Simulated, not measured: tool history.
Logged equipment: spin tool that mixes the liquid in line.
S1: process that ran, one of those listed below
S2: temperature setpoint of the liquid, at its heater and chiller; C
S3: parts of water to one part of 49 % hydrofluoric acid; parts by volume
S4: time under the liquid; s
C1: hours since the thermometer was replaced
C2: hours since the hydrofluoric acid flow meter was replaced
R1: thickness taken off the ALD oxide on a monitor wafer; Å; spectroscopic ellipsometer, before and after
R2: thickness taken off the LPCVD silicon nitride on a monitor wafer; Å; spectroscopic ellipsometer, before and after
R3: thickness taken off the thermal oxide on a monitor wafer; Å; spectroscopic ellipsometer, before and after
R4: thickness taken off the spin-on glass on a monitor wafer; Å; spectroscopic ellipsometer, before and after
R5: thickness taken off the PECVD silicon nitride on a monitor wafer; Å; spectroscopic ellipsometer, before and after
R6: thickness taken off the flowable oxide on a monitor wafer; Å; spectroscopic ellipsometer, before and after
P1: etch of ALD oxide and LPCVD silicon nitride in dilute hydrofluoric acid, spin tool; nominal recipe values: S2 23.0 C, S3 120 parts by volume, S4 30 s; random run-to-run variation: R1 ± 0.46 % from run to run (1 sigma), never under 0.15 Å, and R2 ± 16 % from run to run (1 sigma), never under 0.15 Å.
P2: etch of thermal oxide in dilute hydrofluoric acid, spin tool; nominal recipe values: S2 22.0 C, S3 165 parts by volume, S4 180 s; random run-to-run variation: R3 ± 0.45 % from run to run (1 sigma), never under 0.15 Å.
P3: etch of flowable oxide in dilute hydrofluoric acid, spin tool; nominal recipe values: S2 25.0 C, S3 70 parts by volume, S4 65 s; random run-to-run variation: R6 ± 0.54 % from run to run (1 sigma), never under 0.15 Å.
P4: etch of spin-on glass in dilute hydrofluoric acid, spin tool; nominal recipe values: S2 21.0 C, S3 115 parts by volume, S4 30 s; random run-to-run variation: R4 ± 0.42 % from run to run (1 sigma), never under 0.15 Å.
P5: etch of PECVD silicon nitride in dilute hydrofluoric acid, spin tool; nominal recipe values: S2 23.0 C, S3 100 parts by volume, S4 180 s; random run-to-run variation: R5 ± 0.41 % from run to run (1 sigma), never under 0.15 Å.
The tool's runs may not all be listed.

Run 1, hour 12.9: S1 P1, S2 23.0 C, S3 120 parts by volume, S4 30 s; C1 349.8; C2 344.4. Result: R1 55.799 Å, R2 1.26900 Å.
Run 2, hour 18.8: S1 P1, S2 23.0 C, S3 120 parts by volume, S4 30 s; C1 355.7; C2 350.3. Result: R1 55.797 Å, R2 1.20720 Å.
Run 3, hour 28.7: S1 P1, S2 23.0 C, S3 120 parts by volume, S4 50 s; C1 365.6; C2 360.2. Result: R1 93.000 Å, R2 1.58750 Å.
Run 4, hour 40.8: S1 P2, S2 26.0 C, S3 165 parts by volume, S4 180 s; C1 377.7; C2 372.3. Result: R3 53.926 Å.
Run 5, hour 52.9: S1 P4, S2 17.0 C, S3 115 parts by volume, S4 30 s; C1 389.8; C2 384.4. Result: R4 89.608 Å.
Run 6, hour 58.8: S1 P4, S2 21.0 C, S3 115 parts by volume, S4 30 s; C1 395.7; C2 390.3. Result: R4 105.440 Å.
Run 7, hour 67.0: S1 P5, S2 28.0 C, S3 100 parts by volume, S4 180 s; C1 403.9; C2 398.5. Result: R5 132.630 Å.
Run 8, hour 75.8: S1 P5, S2 23.0 C, S3 100 parts by volume, S4 180 s; C1 412.7; C2 407.3. Result: R5 95.620 Å.
Run 9, hour 88.9: S1 P5, S2 23.0 C, S3 20 parts by volume, S4 180 s; C1 425.8; C2 420.4. Result: R5 457.660 Å.
Run 10, hour 97.9: S1 P3, S2 17.0 C, S3 70 parts by volume, S4 65 s; C1 434.8; C2 429.4. Result: R6 155.82 Å.
Run 11, hour 107.4: S1 P1, S2 23.0 C, S3 195 parts by volume, S4 30 s; C1 444.3; C2 438.9. Result: R1 31.344 Å, R2 0.97822 Å.
Run 12, hour 116.1: S1 P3, S2 25.0 C, S3 70 parts by volume, S4 65 s; C1 453.0; C2 447.6. Result: R6 215.39 Å.
Run 13, hour 123.4: S1 P4, S2 21.0 C, S3 115 parts by volume, S4 30 s; C1 460.3; C2 454.9. Result: R4 105.500 Å.
Run 14, hour 134.7: S1 P1, S2 23.0 C, S3 120 parts by volume, S4 15 s; C1 471.6; C2 466.2. Result: R1 27.968 Å, R2 0.55177 Å.
Run 15, hour 147.2: S1 P1, S2 17.5 C, S3 120 parts by volume, S4 30 s; C1 484.1; C2 478.7. Result: R1 44.937 Å, R2 1.08160 Å.
Run 16, hour 157.4: S1 P2, S2 22.0 C, S3 165 parts by volume, S4 180 s; C1 494.3; C2 488.9. Result: R3 46.430 Å.
Run 17, hour 163.9: S1 P5, S2 23.0 C, S3 100 parts by volume, S4 275 s; C1 500.8; C2 495.4. Result: R5 146.280 Å.
Run 18, hour 175.7: S1 P1, S2 29.5 C, S3 120 parts by volume, S4 30 s; C1 512.6; C2 507.2. Result: R1 71.410 Å, R2 1.46120 Å.
Run 19, hour 188.0: S1 P1, S2 23.0 C, S3 120 parts by volume, S4 30 s; C1 524.9; C2 519.5. Result: R1 56.042 Å, R2 0.73548 Å.
Run 20, hour 198.8: S1 P3, S2 25.0 C, S3 70 parts by volume, S4 130 s; C1 535.7; C2 530.3. Result: R6 431.82 Å.
Run 21, hour 210.1: S1 P3, S2 25.0 C, S3 70 parts by volume, S4 65 s; C1 547.0; C2 541.6. Result: R6 218.22 Å.
Run 22, hour 221.5: S1 P1, S2 23.0 C, S3 120 parts by volume, S4 30 s; C1 558.4; C2 553.0. Result: R1 55.979 Å, R2 1.44220 Å.
Run 23, hour 232.4: S1 P3, S2 25.0 C, S3 95 parts by volume, S4 65 s; C1 569.3; C2 563.9. Result: R6 154.93 Å.
Run 24, hour 242.8: S1 P1, S2 30.0 C, S3 55 parts by volume, S4 30 s; C1 579.7; C2 574.3. Result: R1 174.640 Å, R2 4.58690 Å.
Run 25, hour 256.2: S1 P4, S2 21.0 C, S3 210 parts by volume, S4 30 s; C1 593.1; C2 587.7. Result: R4 52.092 Å.
Run 26, hour 267.1: S1 P1, S2 23.0 C, S3 45 parts by volume, S4 30 s; C1 604.0; C2 598.6. Result: R1 163.240 Å, R2 4.11080 Å.
Run 27, hour 279.5: S1 P5, S2 23.0 C, S3 100 parts by volume, S4 180 s; C1 616.4; C2 611.0. Result: R5 95.448 Å.
Run 28, hour 287.2: S1 P2, S2 22.0 C, S3 70 parts by volume, S4 180 s; C1 624.1; C2 618.7. Result: R3 121.570 Å.
Run 29, hour 300.3: S1 P2, S2 22.0 C, S3 165 parts by volume, S4 295 s; C1 637.2; C2 631.8. Result: R3 76.290 Å.
Run 30, hour 307.2: S1 P1, S2 23.0 C, S3 120 parts by volume, S4 30 s; C1 644.1; C2 638.7. Result: R1 56.189 Å, R2 1.33210 Å.
Run 31, hour 314.6: S1 P1, S2 23.0 C, S3 120 parts by volume, S4 30 s; C1 651.5; C2 646.1. Result: R1 55.676 Å, R2 1.12030 Å.
Run 32, hour 325.7: S1 P4, S2 21.0 C, S3 115 parts by volume, S4 55 s; C1 662.6; C2 657.2. Result: R4 193.720 Å.
Run 33, hour 331.6: S1 P1, S2 23.0 C, S3 120 parts by volume, S4 30 s; C1 668.5; C2 663.1. Result: R1 56.081 Å, R2 1.30990 Å.
Run 34, hour 342.3: S1 P1, S2 23.0 C, S3 120 parts by volume, S4 30 s; C1 679.2; C2 673.8. Result: R1 54.423 Å, R2 1.13740 Å.
Run 35, hour 353.2: S1 P1, S2 23.0 C, S3 120 parts by volume, S4 30 s; C1 690.1; C2 684.7. Result: R1 53.864 Å, R2 1.10160 Å.
Run 36, hour 363.8: S1 P1, S2 23.0 C, S3 120 parts by volume, S4 30 s; C1 700.7; C2 695.3. Result: R1 53.159 Å, R2 1.16340 Å.
Run 37, hour 371.9: S1 P1, S2 23.0 C, S3 120 parts by volume, S4 30 s; C1 708.8; C2 703.4. Result: R1 53.145 Å, R2 1.35530 Å.
Run 38, hour 385.2: S1 P1, S2 23.0 C, S3 120 parts by volume, S4 30 s; C1 722.1; C2 716.7. Result: R1 52.493 Å, R2 1.04850 Å.
Run 39, hour 395.0: S1 P1, S2 23.0 C, S3 120 parts by volume, S4 30 s; C1 731.9; C2 726.5. Result: R1 53.078 Å, R2 1.33160 Å.
Run 40, hour 405.9: S1 P1, S2 23.0 C, S3 120 parts by volume, S4 30 s; C1 742.8; C2 737.4. Result: R1 52.040 Å, R2 1.08220 Å.

What will run 41 give?
Run 41, hour 415.4: S1 P1, S2 23.0 C, S3 120 parts by volume, S4 30 s; C1 752.3; C2 746.9. Result: R1 ?, R2 ?.

{"run 41": {"R1": 52.994, "R2": 1.4952}}
